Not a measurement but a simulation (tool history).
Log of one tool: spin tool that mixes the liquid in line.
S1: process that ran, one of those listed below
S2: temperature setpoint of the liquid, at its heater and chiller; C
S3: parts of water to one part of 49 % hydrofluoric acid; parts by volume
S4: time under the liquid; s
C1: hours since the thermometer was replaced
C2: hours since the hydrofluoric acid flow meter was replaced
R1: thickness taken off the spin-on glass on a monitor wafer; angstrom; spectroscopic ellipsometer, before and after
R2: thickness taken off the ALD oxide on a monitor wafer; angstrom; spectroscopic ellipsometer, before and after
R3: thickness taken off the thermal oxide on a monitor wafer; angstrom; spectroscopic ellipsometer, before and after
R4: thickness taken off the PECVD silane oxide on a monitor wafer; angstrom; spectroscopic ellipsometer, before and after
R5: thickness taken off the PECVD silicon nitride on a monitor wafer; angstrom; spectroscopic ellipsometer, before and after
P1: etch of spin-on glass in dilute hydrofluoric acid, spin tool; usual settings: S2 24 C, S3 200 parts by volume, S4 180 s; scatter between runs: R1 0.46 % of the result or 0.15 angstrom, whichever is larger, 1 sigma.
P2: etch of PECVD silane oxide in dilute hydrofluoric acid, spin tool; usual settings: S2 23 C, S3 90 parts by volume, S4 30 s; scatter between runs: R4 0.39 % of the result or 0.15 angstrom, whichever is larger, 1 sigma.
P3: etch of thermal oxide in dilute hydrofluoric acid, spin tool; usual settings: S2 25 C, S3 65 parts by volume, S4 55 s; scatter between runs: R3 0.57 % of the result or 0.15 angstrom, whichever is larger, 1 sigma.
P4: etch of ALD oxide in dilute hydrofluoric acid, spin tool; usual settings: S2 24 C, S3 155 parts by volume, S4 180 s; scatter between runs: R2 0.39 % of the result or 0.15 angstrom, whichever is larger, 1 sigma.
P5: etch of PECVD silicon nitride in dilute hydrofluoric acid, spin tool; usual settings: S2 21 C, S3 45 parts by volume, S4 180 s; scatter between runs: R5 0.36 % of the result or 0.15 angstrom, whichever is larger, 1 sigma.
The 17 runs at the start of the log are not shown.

run	hour	S1	S2	S3	S4	C1	C2	R1	R2	R3	R4	R5
18	95.6	P1	24	200	180	1092.3	1424	279.19				
19	102.6	P1	24	200	350	1099.3	1431	546.2				
20	109.1	P2	23	40	30	1105.8	1437.5				276.51	
21	114.6	P1	30	200	180	1111.3	1443	346.12				
22	120.2	P5	21	20	180	1116.9	1448.6					148.93
23	124.1	P5	28	45	180	1120.8	1452.5					108.75
24	131.3	P3	25	65	25	1128	1459.7			18.695		
25	134.9	P3	25	115	55	1131.6	1463.3			21.791		
26	140.5	P2	23	90	30	1137.2	1468.9				116.08	
27	145.6	P3	32.5	65	55	1142.3	1474			54.77		
28	151.4	P1	24	200	180	1148.1	1479.8	280.26				

Forecast run 29:
29	156.3	P1	24	290	180	1153	1484.7	?				

R1: 175.87 angstrom
